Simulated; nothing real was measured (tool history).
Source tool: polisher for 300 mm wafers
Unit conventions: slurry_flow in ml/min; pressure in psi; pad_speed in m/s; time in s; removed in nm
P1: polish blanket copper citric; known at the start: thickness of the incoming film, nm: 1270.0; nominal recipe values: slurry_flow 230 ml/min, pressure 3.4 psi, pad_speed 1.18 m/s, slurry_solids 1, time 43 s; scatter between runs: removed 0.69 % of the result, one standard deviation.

run,hour,slurry_flow,pressure,pad_speed,slurry_solids,time,wafers polished on this pad,hours since the slurry nozzle was cleaned,hours since the head pressure was calibrated,hours since the slurry blender was calibrated,removed
1,10.9,230,3.4,1.18,1,43,578,608.2,755.6,110.6,154.17
2,21.4,230,4.2,1.18,1,56,661,618.7,766.1,121.1,246.18
3,30.3,230,3.4,0.6,1,43,730,627.6,775,130,79.711
4,41.3,230,3.4,1.18,0.55,43,817,638.6,786,141,137.7
5,53.3,230,1.5,1.18,1,43,911,650.6,798,153,69.752
6,61.8,230,3.4,1.18,1,43,978,659.1,806.5,161.5,155.29
7,73.2,230,3.4,1.88,1,43,1067,670.5,817.9,172.9,245.06
8,79.2,230,3.4,1.18,1,43,1114,676.5,823.9,178.9,155.12
9,90.2,230,5.3,1.18,1,43,1201,687.5,834.9,189.9,240.43
10,102.3,140,3.4,1.18,1,43,1296,699.6,847,202,144.17
11,108.5,230,3.4,1.18,1.3,43,1345,705.8,853.2,208.2,161.32
12,118.7,230,3.4,1.18,1,43,1425,716,863.4,218.4,152.61
13,128.8,230,3.4,1.18,1,65,1504,726.1,873.5,228.5,231.45
14,134.6,230,3.4,1.18,1,43,1550,731.9,879.3,234.3,155.16

For run 15, what comes out?
# hour 137.4: slurry nozzle cleaned
15,140.1,290,3.4,1.18,1,43,1593,2.8,884.8,239.8,?

{"run 15": {"removed": 158.46}}
